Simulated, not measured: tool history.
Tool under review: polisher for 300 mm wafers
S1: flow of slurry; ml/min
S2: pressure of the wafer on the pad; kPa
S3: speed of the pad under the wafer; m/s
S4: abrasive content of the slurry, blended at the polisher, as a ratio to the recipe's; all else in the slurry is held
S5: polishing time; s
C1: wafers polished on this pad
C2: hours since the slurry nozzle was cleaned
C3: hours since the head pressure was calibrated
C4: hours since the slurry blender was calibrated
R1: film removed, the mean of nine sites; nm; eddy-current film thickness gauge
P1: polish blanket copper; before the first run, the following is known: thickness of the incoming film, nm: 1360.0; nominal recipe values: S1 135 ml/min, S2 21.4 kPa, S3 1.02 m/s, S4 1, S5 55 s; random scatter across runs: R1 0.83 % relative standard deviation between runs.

run     day   S1    S2    S3    S4  S5    C1     C2     C3     C4      R1
  1   0.258  135  21.4  1.02     1  55   385   41.8  400.8   58.8  188.04
  2   0.775  135   9.7  1.02     1  55   556   54.2  413.2   71.2  84.785
  3    1.05  135  21.4  1.02     1  72   647   60.8  419.8   77.8  245.36
  4   1.412  135  21.4  1.02     1  55   766   69.5  428.5   86.5  188.83
  5   1.662  210  21.4  1.02     1  55   849   75.5  434.5   92.5  202.74
  6   2.075  135  21.4  1.02  1.35  55   985   85.4  444.4  102.4  202.21
  7   2.438   80  21.4  1.02     1  55  1105   94.1  453.1  111.1  165.01
  8   2.846  135  21.4   0.5  0.65  55  1240  103.9  462.9  120.9  85.196
  9   3.346  135  21.4  1.02     1  55  1406  115.9  474.9  132.9  186.88
 10   3.867  135  21.4  1.02     1  28  1578  128.4  487.4  145.4  96.127
 11   4.396  135  21.4  0.56     1  55  1753  141.1  500.1  158.1  102.77
      4.908  -- head pressure recalibrated
 12   4.933  135  21.4  1.02     1  55  1930    154    0.7    171  186.64
 13   5.283  135  21.4  1.02  0.55  55  2046  162.4    9.1  179.4  163.67
 14   5.562  135  21.4  1.02     1  55  2138  169.1   15.8  186.1  188.23
 15   5.983  165  29.6  1.02     1  55  2278  179.2   25.9  196.2  270.71
 16   6.462  135  21.4  1.34     1  55  2436  190.7   37.4  207.7  250.22
 17   6.967  135  32.4  1.02     1  55  2603  202.8   49.5  219.8  285.47
 18   7.512  135  21.4  1.02     1  55  2783  215.9   62.6  232.9  188.45
 19   7.854  135  21.4  1.02     1  55  2896  224.1   70.8  241.1  181.53
 20   8.358  135  21.4  1.02     1  55  3063  236.2   82.9  253.2  174.03
 21   8.883  135  21.4  1.02     1  55  3236  248.8   95.5  265.8  175.19
      9.158  -- slurry blender recalibrated
      9.171  -- head pressure recalibrated
 22   9.312  135  21.4  1.02     1  55  3378  259.1    3.5    3.7   171.8
 23     9.7  135  21.4  1.02     1  55  3506  268.4   12.8     13   169.5
 24  10.083  135  21.4  1.02     1  55  3633  277.6     22   22.2  171.78

P1 has crept away from where it was. The log is fitted equally well by each of these 2 causes, at the sizes shown:
A: removal rate lost through wear of the pad, % = 9.29
B: slurry flow missing at the pad, % = 34.4
At approximately day 7.512, the process output began to creep.
Other possible causes, and why each is ruled out:
head's pressure below its setpoint, %: serviced at day 9.171, after the drift had started, without restoring the earlier output
abrasive missing from the slurry, %: serviced at day 9.158, after the drift had started, without restoring the earlier output

Of the 4 check runs below, each run on 3 wafers with the results averaged and each result still a question mark, which one would tell the listed causes apart?
check 1  10.467  135  21.4  1.32   1  55                   ?
check 2  10.467  135  17.2  1.02   1  35                   ?
check 3  10.467  135  32.4  1.02   1  55                   ?
check 4  10.467   95  21.4  0.76   1  55                   ?

If the cause were each of the candidates in turn, the checks would give the following:
  check  result    if A    if B
check 1      R1  221.15  221.14
check 2      R1    87.7  87.697
check 3      R1  259.09  259.08
check 4      R1   117.7  113.66
Per-check spread between the two closest causes, in the result where they differ most: check 1 0 %; check 2 0 %; check 3 0 %; check 4 3.49 %
The causes can be told apart only by check 4. The other checks would give nearly the same results under each of them.

Check 4 was then run and gave: R1 117.93 nm. Which cause is it?

It is A: removal rate lost through wear of the pad, %.

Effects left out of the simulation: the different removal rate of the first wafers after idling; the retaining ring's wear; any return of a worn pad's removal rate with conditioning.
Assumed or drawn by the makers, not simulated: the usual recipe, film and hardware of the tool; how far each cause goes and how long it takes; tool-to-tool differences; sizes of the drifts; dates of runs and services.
